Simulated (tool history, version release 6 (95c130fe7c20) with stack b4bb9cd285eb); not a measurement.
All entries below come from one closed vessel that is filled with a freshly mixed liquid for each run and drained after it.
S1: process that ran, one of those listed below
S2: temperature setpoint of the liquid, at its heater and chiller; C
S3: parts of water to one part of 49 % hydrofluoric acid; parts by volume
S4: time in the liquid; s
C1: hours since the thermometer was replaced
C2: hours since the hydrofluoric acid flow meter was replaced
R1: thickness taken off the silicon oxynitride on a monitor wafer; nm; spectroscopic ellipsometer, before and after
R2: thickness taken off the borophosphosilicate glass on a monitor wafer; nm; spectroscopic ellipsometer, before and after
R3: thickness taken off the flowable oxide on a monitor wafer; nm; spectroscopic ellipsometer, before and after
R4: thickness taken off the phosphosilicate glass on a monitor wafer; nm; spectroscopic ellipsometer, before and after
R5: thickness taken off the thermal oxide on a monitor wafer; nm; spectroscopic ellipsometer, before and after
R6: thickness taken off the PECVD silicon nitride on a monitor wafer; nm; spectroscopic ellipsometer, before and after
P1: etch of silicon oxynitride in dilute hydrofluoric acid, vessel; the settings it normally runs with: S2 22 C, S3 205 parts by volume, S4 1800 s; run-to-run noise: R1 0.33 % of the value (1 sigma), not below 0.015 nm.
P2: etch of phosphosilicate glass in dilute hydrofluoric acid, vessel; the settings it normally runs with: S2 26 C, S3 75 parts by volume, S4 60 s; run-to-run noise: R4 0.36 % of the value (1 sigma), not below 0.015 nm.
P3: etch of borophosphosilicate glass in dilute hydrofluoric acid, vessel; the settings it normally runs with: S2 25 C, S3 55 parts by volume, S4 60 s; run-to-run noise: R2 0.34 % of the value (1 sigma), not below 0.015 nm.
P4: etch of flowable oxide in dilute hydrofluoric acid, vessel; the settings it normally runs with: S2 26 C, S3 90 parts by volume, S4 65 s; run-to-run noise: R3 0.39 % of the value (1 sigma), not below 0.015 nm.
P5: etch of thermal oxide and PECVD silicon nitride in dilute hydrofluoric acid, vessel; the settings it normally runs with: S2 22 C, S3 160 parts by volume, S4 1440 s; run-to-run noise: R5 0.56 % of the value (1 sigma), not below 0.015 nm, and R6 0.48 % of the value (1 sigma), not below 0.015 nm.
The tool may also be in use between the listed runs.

run,hour,S1,S2,S3,S4,C1,C2,R1,R2,R3,R4,R5,R6
1,14.6,P1,22,205,1800,1964.8,941.9,36.024,,,,,
2,28,P3,19.5,55,60,1978.2,955.3,,54.185,,,,
3,44.7,P1,22,205,1800,1994.9,972,35.871,,,,,
4,62.1,P4,26,20,65,2012.3,989.4,,,191.6,,,
5,72.6,P1,26,205,1800,2022.8,999.9,42.887,,,,,
6,86.3,P4,22,90,65,2036.5,1013.6,,,33.178,,,
7,104.6,P2,26,25,60,2054.8,1031.9,,,,307.34,,
8,120.8,P1,28,205,515,2071,1048.1,13.341,,,,,
9,133.7,P2,26,75,115,2083.9,1061,,,,184.11,,
10,145,P4,26,90,125,2095.2,1072.3,,,74.501,,,
11,155,P1,22,205,1800,2105.2,1082.3,35.785,,,,,
12,166.5,P4,26,90,65,2116.7,1093.8,,,38.818,,,
13,182.3,P3,25,55,30,2132.5,1109.6,,33.873,,,,
14,196.6,P1,29.5,120,1800,2146.8,1123.9,91.466,,,,,
15,206.9,P5,17,160,1440,2157.1,1134.2,,,,,30.914,24.227
16,218.5,P3,25,55,60,2168.7,1145.8,,67.906,,,,
17,234.5,P1,22,325,1800,2184.7,1161.8,20.931,,,,,
18,252.6,P3,25,85,60,2202.8,1179.9,,42.316,,,,
19,263.1,P5,22,95,1440,2213.3,1190.4,,,,,67.763,56.331
20,273.4,P1,22,205,1800,2223.6,1200.7,35.87,,,,,
21,287.4,P1,22,80,1800,2237.6,1214.7,101.1,,,,,
22,304,P3,25,55,60,2254.2,1231.3,,67.859,,,,
23,322.3,P2,26,75,60,2272.5,1249.6,,,,96.03,,
24,332.3,P1,22,55,2935,2282.5,1259.6,243.74,,,,,
25,350.3,P1,22,205,1800,2300.5,1277.6,35.953,,,,,
26,364.4,P5,22,160,270,2314.6,1291.7,,,,,7.0859,6.3496
27,380.7,P1,22,205,1800,2330.9,1308,36.009,,,,,
28,396.1,P5,22,160,1440,2346.3,1323.4,,,,,37.513,34.092
29,411.5,P1,22,205,2605,2361.7,1338.8,52.029,,,,,
30,429.7,P1,17,205,1800,2379.9,1357,28.539,,,,,
31,445.3,P1,22,205,960,2395.5,1372.6,19.078,,,,,
32,455.6,P2,34,75,60,2405.8,1382.9,,,,130.45,,
33,465.5,P1,22,205,1800,2415.7,1392.8,35.866,,,,,
34,478.3,P1,22,205,1800,2428.5,1405.6,34.518,,,,,
35,486.3,P1,22,205,1800,2436.5,1413.6,34.142,,,,,
36,502.5,P1,22,205,1800,2452.7,1429.8,33.69,,,,,
37,511.9,P1,22,205,1800,2462.1,1439.2,33.226,,,,,
38,522.5,P1,22,205,1800,2472.7,1449.8,33.312,,,,,
39,540.9,P1,22,205,1800,2491.1,1468.2,33.037,,,,,
40,556.1,P1,22,205,1800,2506.3,1483.4,32.959,,,,,
41,574.6,P1,22,205,1800,2524.8,1501.9,32.914,,,,,

The log shows P1 creeping away from where it was. Any of the 2 causes listed here, at the size stated for it, fits the log just as well as the others:
A: liquid colder than its thermometer reads (K) = 1.89
B: hydrofluoric acid flow below the setpoint (%) = 7.24
The process output started creeping at around hour 465.5.

Listed below are the offered check runs, one wafer per run, with question marks in place of results. For which of them would the causes give clearly different outcomes?
check 1,593.1,P4,26,20,125,,,,,?,,,
check 2,593.1,P5,17,160,1440,,,,,,,?,?
check 3,593.1,P3,20,55,60,,,,?,,,,
check 4,593.1,P2,33,45,60,,,,,,?,,

Outcome of each check run for each possible cause:
check,result,if A,if B
check 1,R3,342.37,343.01
check 2,R5,28.461,28.198
check 2,R6,21.289,22.559
check 3,R2,50.863,50.882
check 4,R4,204.53,202.98
Minimum pairwise separation of causes per check, each pair taken at its best-separating result: check 1 0.18 %; check 2 5.79 %; check 3 0.04 %; check 4 0.76 %
The other checks would show nearly matching results whichever cause is true, so check 2 is the only one that separates the causes.

Running check 2 produced the following: R5 28.369 nm; R6 21.284 nm. Which one of the listed causes fits?

The cause is A: liquid colder than its thermometer reads (K).

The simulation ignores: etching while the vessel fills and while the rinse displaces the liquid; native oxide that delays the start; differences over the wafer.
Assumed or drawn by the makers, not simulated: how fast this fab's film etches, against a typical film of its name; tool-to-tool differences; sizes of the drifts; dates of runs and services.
